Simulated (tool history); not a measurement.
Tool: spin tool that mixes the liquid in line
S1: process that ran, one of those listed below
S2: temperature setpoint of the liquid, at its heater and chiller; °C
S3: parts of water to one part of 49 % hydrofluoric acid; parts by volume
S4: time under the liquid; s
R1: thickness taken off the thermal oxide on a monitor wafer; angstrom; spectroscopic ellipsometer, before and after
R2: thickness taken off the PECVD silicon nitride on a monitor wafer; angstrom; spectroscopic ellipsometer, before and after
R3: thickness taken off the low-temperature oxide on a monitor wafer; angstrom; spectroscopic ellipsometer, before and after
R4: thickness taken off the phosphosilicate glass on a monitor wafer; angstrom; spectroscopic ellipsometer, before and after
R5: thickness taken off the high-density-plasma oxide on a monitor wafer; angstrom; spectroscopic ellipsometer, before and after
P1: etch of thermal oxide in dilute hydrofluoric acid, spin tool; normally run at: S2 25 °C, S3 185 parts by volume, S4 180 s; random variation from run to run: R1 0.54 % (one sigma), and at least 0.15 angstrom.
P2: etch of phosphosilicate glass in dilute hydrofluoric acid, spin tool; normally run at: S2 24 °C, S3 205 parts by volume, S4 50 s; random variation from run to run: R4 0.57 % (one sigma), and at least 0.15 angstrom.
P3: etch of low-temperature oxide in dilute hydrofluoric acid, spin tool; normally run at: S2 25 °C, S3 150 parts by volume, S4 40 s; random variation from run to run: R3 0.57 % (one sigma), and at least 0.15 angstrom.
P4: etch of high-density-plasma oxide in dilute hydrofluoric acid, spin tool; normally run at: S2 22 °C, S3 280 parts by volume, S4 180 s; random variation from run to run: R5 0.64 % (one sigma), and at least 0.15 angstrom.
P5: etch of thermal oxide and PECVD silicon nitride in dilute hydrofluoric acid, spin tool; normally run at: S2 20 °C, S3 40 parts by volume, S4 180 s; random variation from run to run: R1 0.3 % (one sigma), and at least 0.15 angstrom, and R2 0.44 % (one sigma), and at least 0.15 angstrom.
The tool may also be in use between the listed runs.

Run 1, hour 7.4: S1 P1, S2 25 °C, S3 185 parts by volume, S4 180 s. Result: R1 42.613 angstrom.
Run 2, hour 20.4: S1 P5, S2 17 °C, S3 40 parts by volume, S4 180 s. Result: R1 173.09 angstrom, R2 142.01 angstrom.
Run 3, hour 33.4: S1 P1, S2 25 °C, S3 185 parts by volume, S4 180 s. Result: R1 42.834 angstrom.
Run 4, hour 40.4: S1 P1, S2 25 °C, S3 185 parts by volume, S4 180 s. Result: R1 42.605 angstrom.
Run 5, hour 47.6: S1 P3, S2 18 °C, S3 150 parts by volume, S4 40 s. Result: R3 54.029 angstrom.
Run 6, hour 60.5: S1 P2, S2 32.5 °C, S3 205 parts by volume, S4 50 s. Result: R4 368.15 angstrom.
Run 7, hour 71.9: S1 P1, S2 25 °C, S3 185 parts by volume, S4 180 s. Result: R1 42.185 angstrom.
Run 8, hour 84.4: S1 P1, S2 25 °C, S3 185 parts by volume, S4 180 s. Result: R1 42.403 angstrom.
Run 9, hour 91.5: S1 P2, S2 24 °C, S3 205 parts by volume, S4 50 s. Result: R4 273.55 angstrom.
Run 10, hour 102.1: S1 P5, S2 20 °C, S3 40 parts by volume, S4 300 s. Result: R1 329.5 angstrom, R2 290.18 angstrom.
Run 11, hour 109.6: S1 P1, S2 25 °C, S3 185 parts by volume, S4 180 s. Result: R1 42.165 angstrom.
Run 12, hour 116: S1 P1, S2 25 °C, S3 185 parts by volume, S4 310 s. Result: R1 72.729 angstrom.
Run 13, hour 123.5: S1 P1, S2 33.5 °C, S3 185 parts by volume, S4 180 s. Result: R1 57.367 angstrom.
Run 14, hour 134.9: S1 P3, S2 25 °C, S3 150 parts by volume, S4 65 s. Result: R3 117.28 angstrom.
At hour 140.4: hydrofluoric acid flow meter replaced.
Run 15, hour 148.6: S1 P3, S2 25 °C, S3 150 parts by volume, S4 40 s. Result: R3 71.417 angstrom.
Run 16, hour 154.9: S1 P1, S2 25 °C, S3 300 parts by volume, S4 180 s. Result: R1 23.005 angstrom.
Run 17, hour 164.2: S1 P1, S2 21.5 °C, S3 295 parts by volume, S4 180 s. Result: R1 20.859 angstrom.
Run 18, hour 171.1: S1 P4, S2 22 °C, S3 280 parts by volume, S4 180 s. Result: R5 49.713 angstrom.
Run 19, hour 180.2: S1 P1, S2 25 °C, S3 185 parts by volume, S4 100 s. Result: R1 23.516 angstrom.

Run 20 comes next. What will it give?
Run 20, hour 186.6: S1 P2, S2 24 °C, S3 205 parts by volume, S4 15 s. Result: R4 ?.

Run 20 gave R4 80.901 angstrom.
